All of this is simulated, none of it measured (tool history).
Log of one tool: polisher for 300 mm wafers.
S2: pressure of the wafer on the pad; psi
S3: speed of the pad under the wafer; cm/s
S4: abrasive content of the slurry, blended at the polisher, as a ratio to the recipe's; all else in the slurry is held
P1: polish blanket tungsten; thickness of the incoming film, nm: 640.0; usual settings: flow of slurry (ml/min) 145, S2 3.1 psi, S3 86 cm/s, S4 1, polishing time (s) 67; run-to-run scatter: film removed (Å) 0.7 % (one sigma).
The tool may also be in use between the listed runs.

{"run": 1, "day": 0.225, "flow of slurry (ml/min)": 145, "S2": 3.1, "S3": 86, "S4": 1, "polishing time (s)": 67, "film removed (Å)": 1866.3}
{"run": 2, "day": 0.442, "flow of slurry (ml/min)": 210, "S2": 3.1, "S3": 86, "S4": 1, "polishing time (s)": 67, "film removed (Å)": 1988.7}
{"run": 3, "day": 0.688, "flow of slurry (ml/min)": 145, "S2": 3.1, "S3": 86, "S4": 1, "polishing time (s)": 36, "film removed (Å)": 1010.1}
{"run": 4, "day": 1.083, "flow of slurry (ml/min)": 145, "S2": 3.1, "S3": 86, "S4": 1, "polishing time (s)": 67, "film removed (Å)": 1866.7}
{"run": 5, "day": 1.312, "flow of slurry (ml/min)": 145, "S2": 3.1, "S3": 86, "S4": 1, "polishing time (s)": 67, "film removed (Å)": 1862}
{"run": 6, "day": 1.662, "flow of slurry (ml/min)": 145, "S2": 3.1, "S3": 86, "S4": 0.5, "polishing time (s)": 67, "film removed (Å)": 1617.5}
{"run": 7, "day": 1.904, "flow of slurry (ml/min)": 145, "S2": 3.1, "S3": 126, "S4": 1, "polishing time (s)": 99, "film removed (Å)": 4086}
{"run": 8, "day": 2.096, "flow of slurry (ml/min)": 145, "S2": 3.1, "S3": 86, "S4": 1, "polishing time (s)": 67, "film removed (Å)": 1888.6}
{"run": 9, "day": 2.296, "flow of slurry (ml/min)": 145, "S2": 3.1, "S3": 86, "S4": 1, "polishing time (s)": 100, "film removed (Å)": 2777.8}
{"run": 10, "day": 2.575, "flow of slurry (ml/min)": 145, "S2": 3.1, "S3": 86, "S4": 1, "polishing time (s)": 67, "film removed (Å)": 1873.4}
{"run": 11, "day": 2.862, "flow of slurry (ml/min)": 145, "S2": 1.6, "S3": 86, "S4": 1, "polishing time (s)": 67, "film removed (Å)": 964.26}
{"run": 12, "day": 3.067, "flow of slurry (ml/min)": 145, "S2": 3.1, "S3": 38, "S4": 1, "polishing time (s)": 67, "film removed (Å)": 822.63}
{"run": 13, "day": 3.267, "flow of slurry (ml/min)": 145, "S2": 4.8, "S3": 86, "S4": 1, "polishing time (s)": 67, "film removed (Å)": 2894.3}
{"run": 14, "day": 3.462, "flow of slurry (ml/min)": 145, "S2": 3.1, "S3": 128, "S4": 1, "polishing time (s)": 67, "film removed (Å)": 2782.9}
{"day": 3.662, "done": "head pressure recalibrated"}
{"run": 15, "day": 3.854, "flow of slurry (ml/min)": 145, "S2": 3.1, "S3": 86, "S4": 1.3, "polishing time (s)": 67, "film removed (Å)": 2003.9}
{"run": 16, "day": 4.225, "flow of slurry (ml/min)": 145, "S2": 3.1, "S3": 86, "S4": 1, "polishing time (s)": 67, "film removed (Å)": 1852.9}
{"run": 17, "day": 4.4, "flow of slurry (ml/min)": 145, "S2": 3.1, "S3": 130, "S4": 0.8, "polishing time (s)": 67, "film removed (Å)": 2677.9}
{"run": 18, "day": 4.75, "flow of slurry (ml/min)": 145, "S2": 1.8, "S3": 122, "S4": 1, "polishing time (s)": 67, "film removed (Å)": 1541.2}
{"run": 19, "day": 5.054, "flow of slurry (ml/min)": 85, "S2": 3.1, "S3": 86, "S4": 1, "polishing time (s)": 67, "film removed (Å)": 1625.9}
{"run": 20, "day": 5.454, "flow of slurry (ml/min)": 145, "S2": 3.1, "S3": 86, "S4": 1, "polishing time (s)": 67, "film removed (Å)": 1869}
{"run": 21, "day": 5.821, "flow of slurry (ml/min)": 145, "S2": 3.1, "S3": 86, "S4": 1, "polishing time (s)": 67, "film removed (Å)": 1785.6}
{"run": 22, "day": 6.112, "flow of slurry (ml/min)": 145, "S2": 3.1, "S3": 86, "S4": 1, "polishing time (s)": 67, "film removed (Å)": 1761.7}
{"run": 23, "day": 6.425, "flow of slurry (ml/min)": 145, "S2": 3.1, "S3": 86, "S4": 1, "polishing time (s)": 67, "film removed (Å)": 1736.2}
{"run": 24, "day": 6.717, "flow of slurry (ml/min)": 145, "S2": 3.1, "S3": 86, "S4": 1, "polishing time (s)": 67, "film removed (Å)": 1701.4}
{"day": 6.888, "done": "slurry tank refilled with fresh slurry and peroxide"}
{"run": 25, "day": 6.983, "flow of slurry (ml/min)": 145, "S2": 3.1, "S3": 86, "S4": 1, "polishing time (s)": 67, "film removed (Å)": 1705.5}
{"day": 7.204, "done": "head pressure recalibrated"}
{"day": 7.312, "done": "slurry blender recalibrated"}
{"run": 26, "day": 7.354, "flow of slurry (ml/min)": 145, "S2": 3.1, "S3": 86, "S4": 1, "polishing time (s)": 67, "film removed (Å)": 1717.9}
{"run": 27, "day": 7.604, "flow of slurry (ml/min)": 145, "S2": 3.1, "S3": 86, "S4": 1, "polishing time (s)": 67, "film removed (Å)": 1676.9}
{"run": 28, "day": 7.833, "flow of slurry (ml/min)": 145, "S2": 3.1, "S3": 86, "S4": 1, "polishing time (s)": 67, "film removed (Å)": 1700.4}
{"run": 29, "day": 8.121, "flow of slurry (ml/min)": 145, "S2": 3.1, "S3": 86, "S4": 1, "polishing time (s)": 67, "film removed (Å)": 1689.3}
{"run": 30, "day": 8.333, "flow of slurry (ml/min)": 145, "S2": 3.1, "S3": 86, "S4": 1, "polishing time (s)": 67, "film removed (Å)": 1691.7}
{"run": 31, "day": 8.638, "flow of slurry (ml/min)": 145, "S2": 3.1, "S3": 86, "S4": 1, "polishing time (s)": 67, "film removed (Å)": 1688.1}

What P1 gives has crept away from where it was. These 2 causes fit the log equally well, each at the size given:
A: slurry flow missing at the pad, % = 36.8
B: removal rate lost through wear of the pad, % = 9.71
The creep began at about day 5.454.
Why every other cause is out:
head's pressure below its setpoint, %: serviced at day 7.204, which brought nothing back
abrasive missing from the slurry, %: serviced at day 7.312, which brought nothing back
peroxide lost from the slurry, %: serviced at day 6.888, which brought nothing back

4 check runs are offered, one wafer each, their results left as question marks. Which one tells the causes apart?
{"run": "check 1", "day": 8.942, "flow of slurry (ml/min)": 145, "S2": 3.1, "S3": 40, "S4": 0.8, "polishing time (s)": 67, "film removed (Å)": "?"}
{"run": "check 2", "day": 8.942, "flow of slurry (ml/min)": 145, "S2": 3.1, "S3": 52, "S4": 1, "polishing time (s)": 52, "film removed (Å)": "?"}
{"run": "check 3", "day": 8.942, "flow of slurry (ml/min)": 85, "S2": 1.9, "S3": 86, "S4": 1, "polishing time (s)": 67, "film removed (Å)": "?"}
{"run": "check 4", "day": 8.942, "flow of slurry (ml/min)": 145, "S2": 3.1, "S3": 86, "S4": 0.55, "polishing time (s)": 37, "film removed (Å)": "?"}

What each check would give under each cause:
check=check_1 result=film_removed_(Å) if_A=742.29 if_B=742.26
check=check_2 result=film_removed_(Å) if_A=789.07 if_B=789.04
check=check_3 result=film_removed_(Å) if_A=858.43 if_B=911.1
check=check_4 result=film_removed_(Å) if_A=809.51 if_B=809.49
How far apart the two closest causes lie, in the result that separates them most: check 1 0 %; check 2 0 %; check 3 5.95 %; check 4 0 %
Check 3 tells the causes apart: in the others they would give nearly the same result.

Then check 3 was run and gave: film removed (Å) 908.89. Which cause is it?

It is B: removal rate lost through wear of the pad, %.
